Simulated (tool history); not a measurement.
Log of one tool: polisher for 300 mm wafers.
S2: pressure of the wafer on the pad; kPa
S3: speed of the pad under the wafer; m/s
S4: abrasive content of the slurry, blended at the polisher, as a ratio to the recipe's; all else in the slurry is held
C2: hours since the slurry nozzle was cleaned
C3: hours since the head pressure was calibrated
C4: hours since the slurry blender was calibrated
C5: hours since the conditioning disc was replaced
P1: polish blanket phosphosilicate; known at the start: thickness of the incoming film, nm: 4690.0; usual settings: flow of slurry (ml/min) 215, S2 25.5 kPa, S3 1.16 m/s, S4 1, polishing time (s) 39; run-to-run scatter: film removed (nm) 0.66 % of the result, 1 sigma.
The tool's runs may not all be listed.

Run 1, day 0.225: flow of slurry (ml/min) 215, S2 25.5 kPa, S3 1.16 m/s, S4 1, polishing time (s) 39; wafers polished on this pad 316; C2 355.1; C3 441.8; C4 129; C5 123.4. Result: film removed (nm) 358.89.
Run 2, day 0.442: flow of slurry (ml/min) 215, S2 40 kPa, S3 1.16 m/s, S4 1, polishing time (s) 39; wafers polished on this pad 385; C2 360.3; C3 447; C4 134.2; C5 128.6. Result: film removed (nm) 564.59.
Run 3, day 0.75: flow of slurry (ml/min) 215, S2 25.5 kPa, S3 1.16 m/s, S4 1, polishing time (s) 39; wafers polished on this pad 484; C2 367.7; C3 454.4; C4 141.6; C5 136. Result: film removed (nm) 359.51.
Run 4, day 0.946: flow of slurry (ml/min) 215, S2 25.5 kPa, S3 1.16 m/s, S4 1, polishing time (s) 19; wafers polished on this pad 547; C2 372.4; C3 459.1; C4 146.3; C5 140.7. Result: film removed (nm) 173.83.
Run 5, day 1.129: flow of slurry (ml/min) 215, S2 25.5 kPa, S3 1.16 m/s, S4 0.55, polishing time (s) 39; wafers polished on this pad 606; C2 376.8; C3 463.5; C4 150.7; C5 145.1. Result: film removed (nm) 262.84.
Run 6, day 1.371: flow of slurry (ml/min) 215, S2 25.5 kPa, S3 1.16 m/s, S4 1.45, polishing time (s) 39; wafers polished on this pad 683; C2 382.6; C3 469.3; C4 156.5; C5 150.9. Result: film removed (nm) 418.52.
Run 7, day 1.688: flow of slurry (ml/min) 215, S2 25.5 kPa, S3 1.74 m/s, S4 1.35, polishing time (s) 39; wafers polished on this pad 785; C2 390.2; C3 476.9; C4 164.1; C5 158.5. Result: film removed (nm) 560.84.
Run 8, day 2.012: flow of slurry (ml/min) 335, S2 25.5 kPa, S3 1.16 m/s, S4 1, polishing time (s) 39; wafers polished on this pad 889; C2 398; C3 484.7; C4 171.9; C5 166.3. Result: film removed (nm) 372.36.
Run 9, day 2.225: flow of slurry (ml/min) 215, S2 25.5 kPa, S3 1.16 m/s, S4 1, polishing time (s) 39; wafers polished on this pad 957; C2 403.1; C3 489.8; C4 177; C5 171.4. Result: film removed (nm) 357.46.
Run 10, day 2.525: flow of slurry (ml/min) 130, S2 25.5 kPa, S3 1.16 m/s, S4 1, polishing time (s) 39; wafers polished on this pad 1053; C2 410.3; C3 497; C4 184.2; C5 178.6. Result: film removed (nm) 332.51.
Run 11, day 2.85: flow of slurry (ml/min) 215, S2 12.4 kPa, S3 1.16 m/s, S4 1, polishing time (s) 39; wafers polished on this pad 1157; C2 418.1; C3 504.8; C4 192; C5 186.4. Result: film removed (nm) 174.08.
Run 12, day 3.025: flow of slurry (ml/min) 215, S2 25.5 kPa, S3 1.16 m/s, S4 1, polishing time (s) 39; wafers polished on this pad 1213; C2 422.3; C3 509; C4 196.2; C5 190.6. Result: film removed (nm) 357.66.
Run 13, day 3.267: flow of slurry (ml/min) 215, S2 25.5 kPa, S3 1.16 m/s, S4 1, polishing time (s) 39; wafers polished on this pad 1291; C2 428.1; C3 514.8; C4 202; C5 196.4. Result: film removed (nm) 355.87.
Run 14, day 3.496: flow of slurry (ml/min) 215, S2 35.2 kPa, S3 0.9 m/s, S4 1, polishing time (s) 39; wafers polished on this pad 1364; C2 433.6; C3 520.3; C4 207.5; C5 201.9. Result: film removed (nm) 401.11.
Run 15, day 3.742: flow of slurry (ml/min) 215, S2 25.5 kPa, S3 1.16 m/s, S4 1, polishing time (s) 62; wafers polished on this pad 1443; C2 439.5; C3 526.2; C4 213.4; C5 207.8. Result: film removed (nm) 572.23.
Run 16, day 3.996: flow of slurry (ml/min) 215, S2 25.5 kPa, S3 0.72 m/s, S4 1, polishing time (s) 39; wafers polished on this pad 1525; C2 445.6; C3 532.3; C4 219.5; C5 213.9. Result: film removed (nm) 242.76.
At day 4.217: slurry nozzle cleaned.
Run 17, day 4.275: flow of slurry (ml/min) 215, S2 25.5 kPa, S3 1.56 m/s, S4 1, polishing time (s) 39; wafers polished on this pad 1614; C2 1.5; C3 539; C4 226.2; C5 220.6. Result: film removed (nm) 454.54.
Run 18, day 4.512: flow of slurry (ml/min) 265, S2 25.5 kPa, S3 1.56 m/s, S4 1, polishing time (s) 39; wafers polished on this pad 1690; C2 7.2; C3 544.7; C4 231.9; C5 226.3. Result: film removed (nm) 460.37.
Run 19, day 4.7: flow of slurry (ml/min) 215, S2 25.5 kPa, S3 1.16 m/s, S4 1, polishing time (s) 39; wafers polished on this pad 1750; C2 11.7; C3 549.2; C4 236.4; C5 230.8. Result: film removed (nm) 356.33.
Run 20, day 4.967: flow of slurry (ml/min) 215, S2 25.5 kPa, S3 1.16 m/s, S4 1, polishing time (s) 39; wafers polished on this pad 1836; C2 18.1; C3 555.6; C4 242.8; C5 237.2. Result: film removed (nm) 342.31.
Run 21, day 5.138: flow of slurry (ml/min) 215, S2 25.5 kPa, S3 1.16 m/s, S4 1, polishing time (s) 39; wafers polished on this pad 1890; C2 22.2; C3 559.7; C4 246.9; C5 241.3. Result: film removed (nm) 336.63.
At day 5.35: slurry nozzle cleaned.
Run 22, day 5.425: flow of slurry (ml/min) 215, S2 25.5 kPa, S3 1.16 m/s, S4 1, polishing time (s) 39; wafers polished on this pad 1983; C2 1.8; C3 566.6; C4 253.8; C5 248.2. Result: film removed (nm) 329.35.
Run 23, day 5.608: flow of slurry (ml/min) 215, S2 25.5 kPa, S3 1.16 m/s, S4 1, polishing time (s) 39; wafers polished on this pad 2041; C2 6.2; C3 571; C4 258.2; C5 252.6. Result: film removed (nm) 326.55.
At day 5.733: head pressure recalibrated.
At day 5.746: conditioning disc replaced and pad reconditioned.
Run 24, day 5.792: flow of slurry (ml/min) 215, S2 25.5 kPa, S3 1.16 m/s, S4 1, polishing time (s) 39; wafers polished on this pad 2100; C2 10.6; C3 1.4; C4 262.6; C5 1.1. Result: film removed (nm) 328.43.

Run 25 comes next. What will it give?
Run 25, day 6.092: flow of slurry (ml/min) 215, S2 25.5 kPa, S3 1.16 m/s, S4 1, polishing time (s) 39; wafers polished on this pad 2196; C2 17.8; C3 8.6; C4 269.8; C5 8.3. Result: film removed (nm) ?.

Run 25 gave film removed (nm) 323.93.
